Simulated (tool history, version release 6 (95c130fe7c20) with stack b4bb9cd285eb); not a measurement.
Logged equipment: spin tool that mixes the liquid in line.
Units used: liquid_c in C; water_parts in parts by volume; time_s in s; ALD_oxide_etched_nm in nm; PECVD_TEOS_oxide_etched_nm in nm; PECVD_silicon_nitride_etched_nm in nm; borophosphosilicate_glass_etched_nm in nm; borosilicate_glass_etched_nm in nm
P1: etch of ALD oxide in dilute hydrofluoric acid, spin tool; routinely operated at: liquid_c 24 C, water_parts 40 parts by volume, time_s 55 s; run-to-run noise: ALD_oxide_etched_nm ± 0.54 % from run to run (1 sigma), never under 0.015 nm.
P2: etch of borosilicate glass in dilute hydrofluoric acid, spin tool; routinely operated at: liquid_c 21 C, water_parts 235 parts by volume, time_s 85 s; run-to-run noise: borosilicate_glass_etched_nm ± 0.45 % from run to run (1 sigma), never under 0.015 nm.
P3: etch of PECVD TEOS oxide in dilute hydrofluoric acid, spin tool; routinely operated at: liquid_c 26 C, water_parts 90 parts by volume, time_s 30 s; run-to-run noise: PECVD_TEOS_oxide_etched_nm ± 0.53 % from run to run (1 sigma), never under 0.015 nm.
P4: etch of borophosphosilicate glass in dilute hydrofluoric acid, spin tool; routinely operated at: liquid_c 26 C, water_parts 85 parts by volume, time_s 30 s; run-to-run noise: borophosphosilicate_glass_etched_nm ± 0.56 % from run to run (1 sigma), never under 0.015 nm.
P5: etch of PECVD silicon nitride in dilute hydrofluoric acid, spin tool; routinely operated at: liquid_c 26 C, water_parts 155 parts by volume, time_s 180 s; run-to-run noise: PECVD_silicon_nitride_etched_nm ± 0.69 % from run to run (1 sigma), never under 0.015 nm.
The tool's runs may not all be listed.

run,day,process,liquid_c,water_parts,time_s,hours since the thermometer was replaced,hours since the hydrofluoric acid flow meter was replaced,ALD_oxide_etched_nm,PECVD_TEOS_oxide_etched_nm,PECVD_silicon_nitride_etched_nm,borophosphosilicate_glass_etched_nm,borosilicate_glass_etched_nm
1,0.283,P1,24,40,55,1080.6,712.2,49.708,,,,
2,0.738,P3,26,90,50,1091.5,723.1,,9.6762,,,
3,1.25,P1,24,60,55,1103.8,735.4,32.158,,,,
4,1.625,P1,24,40,55,1112.8,744.4,49.841,,,,
5,1.904,P5,20,155,180,1119.5,751.1,,,2.1893,,
6,2.275,P3,26,20,30,1128.4,760,,28.535,,,
7,2.612,P1,24,40,55,1136.5,768.1,49.907,,,,
8,3.067,P1,24,25,55,1147.4,779,81.334,,,,
9,3.588,P4,26,85,30,1159.9,791.5,,,,16.457,
10,4.096,P5,26,155,180,1172.1,803.7,,,3.2531,,
11,4.404,P2,21,40,85,1179.5,811.1,,,,,88.195
12,4.821,P2,21,235,160,1189.5,821.1,,,,,23.203
13,5.15,P3,31.5,90,30,1197.4,829,,7.0881,,,
14,5.421,P1,24,40,15,1203.9,835.5,13.543,,,,
15,5.662,P1,24,40,55,1209.7,841.3,49.756,,,,
16,6,P1,24,40,55,1217.8,849.4,50.275,,,,
17,6.512,P4,26,35,30,1230.1,861.7,,,,43.198,
18,6.771,P4,26,85,55,1236.3,867.9,,,,30.231,
# day 6.812: thermometer replaced
19,7.212,P5,26,155,355,9.7,878.5,,,6.3507,,
20,7.65,P3,26,90,30,20.2,889,,5.802,,,
21,7.879,P3,26,90,30,25.7,894.5,,5.7609,,,
22,8.162,P5,26,70,180,32.5,901.3,,,7.0978,,
23,8.462,P4,33.5,85,30,39.7,908.5,,,,21.823,
24,8.842,P1,31,70,55,48.8,917.6,36.234,,,,
25,9.338,P2,21,235,85,60.7,929.5,,,,,12.204
26,9.725,P1,32.5,40,55,70,938.8,70.053,,,,
27,10.171,P2,17,235,85,80.7,949.5,,,,,10.558
28,10.621,P1,18,40,55,91.5,960.3,38.515,,,,
29,10.962,P2,21,235,85,99.7,968.5,,,,,12.302
30,11.329,P1,24,40,90,108.5,977.3,81.421,,,,
31,11.579,P1,24,40,55,114.5,983.3,49.749,,,,
32,12.054,P1,24,40,55,125.9,994.7,48.346,,,,
33,12.429,P1,24,40,55,134.9,1003.7,47.734,,,,
34,12.962,P1,24,40,55,147.7,1016.5,46.818,,,,
35,13.233,P1,24,40,55,154.2,1023,46.619,,,,
36,13.738,P1,24,40,55,166.3,1035.1,46.367,,,,
37,14.05,P1,24,40,55,173.8,1042.6,46.143,,,,

P1 has crept away from where it was. The log is fitted equally well by each of these 2 causes, at the sizes shown:
A: hydrofluoric acid flow below the setpoint (%) = 6.44
B: liquid colder than its thermometer reads (K) = 1.69
The drift started at roughly day 11.579.

You are offered 4 check runs, listed below with question marks in place of their results; each one averages 3 wafers. Which run separates the listed causes by giving clearly different results for each?
check 1,14.362,P5,21.5,155,180,,,,,?,,
check 2,14.362,P4,26,55,50,,,,,,?,
check 3,14.362,P3,26,20,30,,,,?,,,
check 4,14.362,P2,21,45,160,,,,,,,?

Predicted outcomes, by check and by cause:
check,result,if A,if B
check 1,PECVD_silicon_nitride_etched_nm,2.2622,2.1587
check 2,borophosphosilicate_glass_etched_nm,41.07,41.203
check 3,PECVD_TEOS_oxide_etched_nm,26.688,26.633
check 4,borosilicate_glass_etched_nm,138.36,138.15
Per check, the gap between the least separated pair of causes, taken in the result that splits them most: check 1 4.68 %; check 2 0.32 %; check 3 0.21 %; check 4 0.15 %
Check 1 is the one run that separates the causes; every other check would come out nearly the same whichever cause is at work.

Check 1 was carried out, with these results: PECVD_silicon_nitride_etched_nm 2.1463 nm. Which of the listed causes is responsible?

The correct cause is B, namely: liquid colder than its thermometer reads (K).

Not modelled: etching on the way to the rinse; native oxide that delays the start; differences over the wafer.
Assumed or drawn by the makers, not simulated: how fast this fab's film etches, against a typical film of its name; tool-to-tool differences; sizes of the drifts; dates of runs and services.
